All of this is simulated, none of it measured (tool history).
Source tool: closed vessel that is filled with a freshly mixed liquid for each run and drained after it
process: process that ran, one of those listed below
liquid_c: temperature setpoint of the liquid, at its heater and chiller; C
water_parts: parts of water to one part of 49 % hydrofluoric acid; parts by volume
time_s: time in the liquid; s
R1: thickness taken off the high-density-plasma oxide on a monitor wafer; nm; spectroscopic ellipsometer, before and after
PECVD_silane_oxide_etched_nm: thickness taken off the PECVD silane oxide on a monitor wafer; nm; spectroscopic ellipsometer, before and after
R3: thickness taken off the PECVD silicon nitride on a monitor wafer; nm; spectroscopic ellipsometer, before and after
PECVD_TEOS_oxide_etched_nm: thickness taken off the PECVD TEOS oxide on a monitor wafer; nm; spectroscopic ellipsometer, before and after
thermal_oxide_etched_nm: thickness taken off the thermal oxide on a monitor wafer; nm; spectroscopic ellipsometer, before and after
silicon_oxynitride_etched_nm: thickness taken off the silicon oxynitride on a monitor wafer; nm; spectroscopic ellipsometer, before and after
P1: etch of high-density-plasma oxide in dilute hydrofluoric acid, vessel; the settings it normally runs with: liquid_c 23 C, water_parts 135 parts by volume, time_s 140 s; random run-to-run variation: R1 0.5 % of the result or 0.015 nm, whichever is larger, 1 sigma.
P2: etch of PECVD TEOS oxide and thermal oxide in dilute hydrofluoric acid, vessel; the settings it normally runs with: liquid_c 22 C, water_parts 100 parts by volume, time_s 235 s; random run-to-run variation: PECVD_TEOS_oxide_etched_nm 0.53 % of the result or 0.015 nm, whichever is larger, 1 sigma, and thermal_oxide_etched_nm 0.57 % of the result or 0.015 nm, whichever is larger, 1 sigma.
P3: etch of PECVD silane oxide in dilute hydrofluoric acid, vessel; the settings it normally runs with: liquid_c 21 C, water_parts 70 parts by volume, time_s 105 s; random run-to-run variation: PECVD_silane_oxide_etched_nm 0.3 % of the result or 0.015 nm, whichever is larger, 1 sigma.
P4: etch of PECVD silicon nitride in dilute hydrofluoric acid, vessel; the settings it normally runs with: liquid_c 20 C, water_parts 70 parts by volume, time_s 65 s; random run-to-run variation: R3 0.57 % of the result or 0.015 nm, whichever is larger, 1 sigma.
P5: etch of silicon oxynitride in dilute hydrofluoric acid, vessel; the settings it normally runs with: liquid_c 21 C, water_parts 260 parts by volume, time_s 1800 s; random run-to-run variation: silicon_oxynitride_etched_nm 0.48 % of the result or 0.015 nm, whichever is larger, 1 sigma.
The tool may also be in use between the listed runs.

Run 1, hour 9.9: process P1, liquid_c 23 C, water_parts 135 parts by volume, time_s 140 s. Result: R1 5.0158 nm.
Run 2, hour 15.6: process P1, liquid_c 23 C, water_parts 25 parts by volume, time_s 45 s. Result: R1 9.9103 nm.
Run 3, hour 20.6: process P1, liquid_c 23 C, water_parts 135 parts by volume, time_s 140 s. Result: R1 4.9457 nm.
Run 4, hour 28: process P1, liquid_c 23 C, water_parts 135 parts by volume, time_s 140 s. Result: R1 4.9938 nm.
Run 5, hour 37.9: process P1, liquid_c 23 C, water_parts 135 parts by volume, time_s 250 s. Result: R1 8.9625 nm.
Run 6, hour 48.2: process P3, liquid_c 21 C, water_parts 70 parts by volume, time_s 105 s. Result: PECVD_silane_oxide_etched_nm 23.999 nm.
Run 7, hour 55.3: process P4, liquid_c 20 C, water_parts 120 parts by volume, time_s 65 s. Result: R3 2.2995 nm.
Run 8, hour 62.1: process P1, liquid_c 23 C, water_parts 135 parts by volume, time_s 140 s. Result: R1 5.006 nm.
Run 9, hour 69.7: process P1, liquid_c 23 C, water_parts 40 parts by volume, time_s 45 s. Result: R1 6.041 nm.
Run 10, hour 75.5: process P2, liquid_c 17 C, water_parts 100 parts by volume, time_s 235 s. Result: PECVD_TEOS_oxide_etched_nm 36.116 nm, thermal_oxide_etched_nm 8.1318 nm.
Run 11, hour 80.5: process P3, liquid_c 28.5 C, water_parts 70 parts by volume, time_s 105 s. Result: PECVD_silane_oxide_etched_nm 32.46 nm.
Run 12, hour 85.7: process P1, liquid_c 17 C, water_parts 135 parts by volume, time_s 140 s. Result: R1 3.8943 nm.
Run 13, hour 91.2: process P2, liquid_c 22 C, water_parts 60 parts by volume, time_s 235 s. Result: PECVD_TEOS_oxide_etched_nm 77.892 nm, thermal_oxide_etched_nm 17.42 nm.
Run 14, hour 97.2: process P1, liquid_c 23 C, water_parts 135 parts by volume, time_s 140 s. Result: R1 4.995 nm.
Run 15, hour 107.6: process P3, liquid_c 21 C, water_parts 70 parts by volume, time_s 205 s. Result: PECVD_silane_oxide_etched_nm 47.001 nm.
Run 16, hour 114.8: process P4, liquid_c 27.5 C, water_parts 70 parts by volume, time_s 65 s. Result: R3 6.4049 nm.
Run 17, hour 122.6: process P2, liquid_c 22 C, water_parts 100 parts by volume, time_s 235 s. Result: PECVD_TEOS_oxide_etched_nm 44.883 nm, thermal_oxide_etched_nm 10.038 nm.
Run 18, hour 132.8: process P4, liquid_c 20 C, water_parts 70 parts by volume, time_s 65 s. Result: R3 3.7972 nm.
Run 19, hour 139: process P1, liquid_c 23 C, water_parts 40 parts by volume, time_s 140 s. Result: R1 18.925 nm.
Run 20, hour 148.8: process P1, liquid_c 23 C, water_parts 135 parts by volume, time_s 75 s. Result: R1 2.665 nm.
Run 21, hour 154.5: process P5, liquid_c 21 C, water_parts 260 parts by volume, time_s 1800 s. Result: silicon_oxynitride_etched_nm 13.685 nm.
Run 22, hour 161.3: process P5, liquid_c 21 C, water_parts 385 parts by volume, time_s 1800 s. Result: silicon_oxynitride_etched_nm 8.467 nm.
At hour 162: hydrofluoric acid flow meter replaced.
Run 23, hour 166.4: process P3, liquid_c 21 C, water_parts 70 parts by volume, time_s 105 s. Result: PECVD_silane_oxide_etched_nm 24.03 nm.
Run 24, hour 173.7: process P5, liquid_c 21 C, water_parts 260 parts by volume, time_s 710 s. Result: silicon_oxynitride_etched_nm 5.3412 nm.
Run 25, hour 180.7: process P1, liquid_c 23 C, water_parts 135 parts by volume, time_s 140 s. Result: R1 5.037 nm.
Run 26, hour 185.7: process P4, liquid_c 20 C, water_parts 70 parts by volume, time_s 120 s. Result: R3 7.0665 nm.
Run 27, hour 193.3: process P5, liquid_c 17 C, water_parts 260 parts by volume, time_s 1800 s. Result: silicon_oxynitride_etched_nm 11.243 nm.
Run 28, hour 201.2: process P1, liquid_c 26.5 C, water_parts 135 parts by volume, time_s 140 s. Result: R1 5.7465 nm.
Run 29, hour 209.1: process P5, liquid_c 21 C, water_parts 260 parts by volume, time_s 1800 s. Result: silicon_oxynitride_etched_nm 13.437 nm.
Run 30, hour 219.2: process P2, liquid_c 22 C, water_parts 100 parts by volume, time_s 385 s. Result: PECVD_TEOS_oxide_etched_nm 73.381 nm, thermal_oxide_etched_nm 16.38 nm.
Run 31, hour 227.6: process P3, liquid_c 21 C, water_parts 110 parts by volume, time_s 105 s. Result: PECVD_silane_oxide_etched_nm 14.454 nm.
Run 32, hour 235.3: process P1, liquid_c 23 C, water_parts 215 parts by volume, time_s 140 s. Result: R1 2.8793 nm.
Run 33, hour 241.2: process P1, liquid_c 23 C, water_parts 135 parts by volume, time_s 140 s. Result: R1 5.006 nm.
Run 34, hour 247.6: process P1, liquid_c 23 C, water_parts 135 parts by volume, time_s 140 s. Result: R1 4.7669 nm.
Run 35, hour 254: process P1, liquid_c 23 C, water_parts 135 parts by volume, time_s 140 s. Result: R1 4.6933 nm.
Run 36, hour 261.7: process P1, liquid_c 23 C, water_parts 135 parts by volume, time_s 140 s. Result: R1 4.6227 nm.
Run 37, hour 267: process P1, liquid_c 23 C, water_parts 135 parts by volume, time_s 140 s. Result: R1 4.5672 nm.
Run 38, hour 277.3: process P1, liquid_c 23 C, water_parts 135 parts by volume, time_s 140 s. Result: R1 4.5856 nm.
Run 39, hour 284.4: process P1, liquid_c 23 C, water_parts 135 parts by volume, time_s 140 s. Result: R1 4.5208 nm.

The log shows P1 creeping away from where it was. Any of the 2 causes listed here, at the size stated for it, fits the log just as well as the others:
A: liquid colder than its thermometer reads (K) = 2.3
B: hydrofluoric acid flow below the setpoint (%) = 7.51
At approximately hour 241.2, the process output began to creep.

Each of the 4 check runs below uses one wafer; its results are left as question marks. Which run tells the causes apart?
Run check 1, hour 291.5: process P4, liquid_c 27.5 C, water_parts 70 parts by volume, time_s 115 s. Result: R3 ?.
Run check 2, hour 291.5: process P3, liquid_c 27.5 C, water_parts 70 parts by volume, time_s 150 s. Result: PECVD_silane_oxide_etched_nm ?.
Run check 3, hour 291.5: process P2, liquid_c 17 C, water_parts 100 parts by volume, time_s 350 s. Result: PECVD_TEOS_oxide_etched_nm ?, thermal_oxide_etched_nm ?.
Run check 4, hour 291.5: process P5, liquid_c 21 C, water_parts 260 parts by volume, time_s 735 s. Result: silicon_oxynitride_etched_nm ?.

What every check run would give for each of its results, assuming each possible cause in turn:
  check                        result    if A    if B
check 1                            R3  9.6245  10.358
check 2  PECVD_silane_oxide_etched_nm  40.634  40.855
check 3    PECVD_TEOS_oxide_etched_nm  49.195  49.767
check 3       thermal_oxide_etched_nm  10.951  11.078
check 4  silicon_oxynitride_etched_nm  4.9923  5.0553
Minimum pairwise separation of causes per check, each pair taken at its best-separating result: check 1 7.35 %; check 2 0.54 %; check 3 1.16 %; check 4 1.25 %
Of the check runs offered, only check 1 discriminates between the causes; the rest would read about the same regardless of which cause applies.

Then check 1 was run and gave: R3 9.6196 nm. Which cause is it?

The correct cause is A, namely: liquid colder than its thermometer reads (K).

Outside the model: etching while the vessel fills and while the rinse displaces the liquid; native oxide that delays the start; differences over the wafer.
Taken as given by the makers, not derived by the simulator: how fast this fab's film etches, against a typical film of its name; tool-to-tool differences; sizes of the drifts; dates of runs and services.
